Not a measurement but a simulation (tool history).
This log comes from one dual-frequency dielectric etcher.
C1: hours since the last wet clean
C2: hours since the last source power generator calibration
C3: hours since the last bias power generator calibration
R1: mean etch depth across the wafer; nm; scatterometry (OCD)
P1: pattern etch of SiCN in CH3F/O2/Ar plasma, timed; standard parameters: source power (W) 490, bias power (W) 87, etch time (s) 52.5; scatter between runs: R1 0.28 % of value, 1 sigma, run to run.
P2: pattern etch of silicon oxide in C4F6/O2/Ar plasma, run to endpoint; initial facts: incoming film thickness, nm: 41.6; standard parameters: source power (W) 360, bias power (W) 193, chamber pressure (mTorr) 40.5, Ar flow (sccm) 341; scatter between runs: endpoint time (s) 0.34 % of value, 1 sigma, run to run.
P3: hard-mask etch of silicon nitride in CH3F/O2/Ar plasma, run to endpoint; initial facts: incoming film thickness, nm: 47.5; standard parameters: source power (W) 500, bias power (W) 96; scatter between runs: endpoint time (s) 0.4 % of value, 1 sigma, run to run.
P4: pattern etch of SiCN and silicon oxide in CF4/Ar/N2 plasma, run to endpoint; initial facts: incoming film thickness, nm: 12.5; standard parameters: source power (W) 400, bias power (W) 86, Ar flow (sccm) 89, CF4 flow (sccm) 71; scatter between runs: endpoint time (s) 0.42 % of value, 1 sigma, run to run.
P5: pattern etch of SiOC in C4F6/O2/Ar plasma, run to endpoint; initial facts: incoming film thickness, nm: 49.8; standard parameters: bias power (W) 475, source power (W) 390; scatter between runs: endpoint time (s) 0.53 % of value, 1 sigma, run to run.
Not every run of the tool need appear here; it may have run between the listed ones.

Run 1, hour 9.9: process that ran P1, source power (W) 490, bias power (W) 87, etch time (s) 52.5; C1 272.7; C2 1473.5; C3 512.6. Result: R1 23.592 nm.
Run 2, hour 28.5: process that ran P4, source power (W) 400, bias power (W) 86, Ar flow (sccm) 89, CF4 flow (sccm) 71; C1 291.3; C2 1492.1; C3 531.2. Result: endpoint time (s) 14.866.
Run 3, hour 45: process that ran P1, source power (W) 490, bias power (W) 87, etch time (s) 52.5; C1 307.8; C2 1508.6; C3 547.7. Result: R1 23.62 nm.
Run 4, hour 61.2: process that ran P5, source power (W) 390, bias power (W) 475; C1 324; C2 1524.8; C3 563.9. Result: endpoint time (s) 16.923.
Run 5, hour 71.2: process that ran P5, source power (W) 390, bias power (W) 608; C1 334; C2 1534.8; C3 573.9. Result: endpoint time (s) 15.671.
Run 6, hour 89.4: process that ran P1, source power (W) 670, bias power (W) 87, etch time (s) 73; C1 352.2; C2 1553; C3 592.1. Result: R1 36.946 nm.
Run 7, hour 101: process that ran P1, source power (W) 490, bias power (W) 61, etch time (s) 52.5; C1 363.8; C2 1564.6; C3 603.7. Result: R1 20.909 nm.
Run 8, hour 110.2: process that ran P2, source power (W) 360, bias power (W) 193, Ar flow (sccm) 341, chamber pressure (mTorr) 28; C1 373; C2 1573.8; C3 612.9. Result: endpoint time (s) 14.008.
Run 9, hour 124.4: process that ran P5, source power (W) 230, bias power (W) 475; C1 387.2; C2 1588; C3 627.1. Result: endpoint time (s) 20.682.
Run 10, hour 142.9: process that ran P1, source power (W) 490, bias power (W) 87, etch time (s) 52.5; C1 405.7; C2 1606.5; C3 645.6. Result: R1 23.669 nm.
Run 11, hour 154.1: process that ran P1, source power (W) 690, bias power (W) 87, etch time (s) 52.5; C1 416.9; C2 1617.7; C3 656.8. Result: R1 26.867 nm.
Run 12, hour 171.9: process that ran P2, source power (W) 360, bias power (W) 115, Ar flow (sccm) 341, chamber pressure (mTorr) 40.5; C1 434.7; C2 1635.5; C3 674.6. Result: endpoint time (s) 17.242.
Run 13, hour 187.7: process that ran P2, source power (W) 360, bias power (W) 193, Ar flow (sccm) 341, chamber pressure (mTorr) 40.5; C1 450.5; C2 1651.3; C3 690.4. Result: endpoint time (s) 14.631.
Run 14, hour 205: process that ran P1, source power (W) 490, bias power (W) 87, etch time (s) 52.5; C1 467.8; C2 1668.6; C3 707.7. Result: R1 23.571 nm.
Run 15, hour 218.9: process that ran P4, source power (W) 400, bias power (W) 122, Ar flow (sccm) 89, CF4 flow (sccm) 71; C1 481.7; C2 1682.5; C3 721.6. Result: endpoint time (s) 13.019.
Run 16, hour 232.2: process that ran P3, source power (W) 500, bias power (W) 75; C1 495; C2 1695.8; C3 734.9. Result: endpoint time (s) 60.668.
Run 17, hour 242.4: process that ran P2, source power (W) 460, bias power (W) 193, Ar flow (sccm) 341, chamber pressure (mTorr) 40.5; C1 505.2; C2 1706; C3 745.1. Result: endpoint time (s) 13.351.
Run 18, hour 259.2: process that ran P1, source power (W) 490, bias power (W) 113, etch time (s) 52.5; C1 522; C2 1722.8; C3 761.9. Result: R1 25.962 nm.
Run 19, hour 278: process that ran P3, source power (W) 500, bias power (W) 96; C1 540.8; C2 1741.6; C3 780.7. Result: endpoint time (s) 55.982.
Run 20, hour 286.6: process that ran P1, source power (W) 490, bias power (W) 87, etch time (s) 70; C1 549.4; C2 1750.2; C3 789.3. Result: R1 31.533 nm.
Run 21, hour 303.6: process that ran P3, source power (W) 590, bias power (W) 96; C1 566.4; C2 1767.2; C3 806.3. Result: endpoint time (s) 52.794.
Run 22, hour 321.4: process that ran P2, source power (W) 360, bias power (W) 193, Ar flow (sccm) 429, chamber pressure (mTorr) 40.5; C1 584.2; C2 1785; C3 824.1. Result: endpoint time (s) 15.023.
Run 23, hour 334.9: process that ran P4, source power (W) 250, bias power (W) 86, Ar flow (sccm) 89, CF4 flow (sccm) 71; C1 597.7; C2 1798.5; C3 837.6. Result: endpoint time (s) 22.416.
Run 24, hour 352.1: process that ran P1, source power (W) 490, bias power (W) 87, etch time (s) 37; C1 614.9; C2 1815.7; C3 854.8. Result: R1 16.572 nm.
Run 25, hour 365.1: process that ran P1, source power (W) 390, bias power (W) 87, etch time (s) 52.5; C1 627.9; C2 1828.7; C3 867.8. Result: R1 21.692 nm.
Run 26, hour 374.7: process that ran P1, source power (W) 490, bias power (W) 117, etch time (s) 33.5; C1 637.5; C2 1838.3; C3 877.4. Result: R1 16.768 nm.
Run 27, hour 383.6: process that ran P4, source power (W) 400, bias power (W) 86, Ar flow (sccm) 89, CF4 flow (sccm) 90; C1 646.4; C2 1847.2; C3 886.3. Result: endpoint time (s) 14.374.
Run 28, hour 392.9: process that ran P1, source power (W) 350, bias power (W) 117, etch time (s) 52.5; C1 655.7; C2 1856.5; C3 895.6. Result: R1 23.297 nm.
Run 29, hour 403.2: process that ran P4, source power (W) 400, bias power (W) 86, Ar flow (sccm) 123, CF4 flow (sccm) 71; C1 666; C2 1866.8; C3 905.9. Result: endpoint time (s) 15.53.
Run 30, hour 414.5: process that ran P1, source power (W) 490, bias power (W) 87, etch time (s) 52.5; C1 677.3; C2 1878.1; C3 917.2. Result: R1 23.502 nm.
Run 31, hour 425.9: process that ran P1, source power (W) 490, bias power (W) 87, etch time (s) 52.5; C1 688.7; C2 1889.5; C3 928.6. Result: R1 23.569 nm.
Run 32, hour 438.8: process that ran P1, source power (W) 490, bias power (W) 87, etch time (s) 52.5; C1 701.6; C2 1902.4; C3 941.5. Result: R1 23.79 nm.
Run 33, hour 453.1: process that ran P1, source power (W) 490, bias power (W) 87, etch time (s) 52.5; C1 715.9; C2 1916.7; C3 955.8. Result: R1 23.819 nm.
Run 34, hour 462.4: process that ran P1, source power (W) 490, bias power (W) 87, etch time (s) 52.5; C1 725.2; C2 1926; C3 965.1. Result: R1 23.894 nm.
Run 35, hour 479.5: process that ran P1, source power (W) 490, bias power (W) 87, etch time (s) 52.5; C1 742.3; C2 1943.1; C3 982.2. Result: R1 23.805 nm.
Run 36, hour 488.3: process that ran P1, source power (W) 490, bias power (W) 87, etch time (s) 52.5; C1 751.1; C2 1951.9; C3 991. Result: R1 23.935 nm.
Run 37, hour 498.7: process that ran P1, source power (W) 490, bias power (W) 87, etch time (s) 52.5; C1 761.5; C2 1962.3; C3 1001.4. Result: R1 23.931 nm.
Run 38, hour 515.1: process that ran P1, source power (W) 490, bias power (W) 87, etch time (s) 52.5; C1 777.9; C2 1978.7; C3 1017.8. Result: R1 23.851 nm.

Run 39 comes next. What will it give?
Run 39, hour 524.9: process that ran P1, source power (W) 490, bias power (W) 87, etch time (s) 52.5; C1 787.7; C2 1988.5; C3 1027.6. Result: R1 ?.

{"run 39": {"R1": 23.916}}

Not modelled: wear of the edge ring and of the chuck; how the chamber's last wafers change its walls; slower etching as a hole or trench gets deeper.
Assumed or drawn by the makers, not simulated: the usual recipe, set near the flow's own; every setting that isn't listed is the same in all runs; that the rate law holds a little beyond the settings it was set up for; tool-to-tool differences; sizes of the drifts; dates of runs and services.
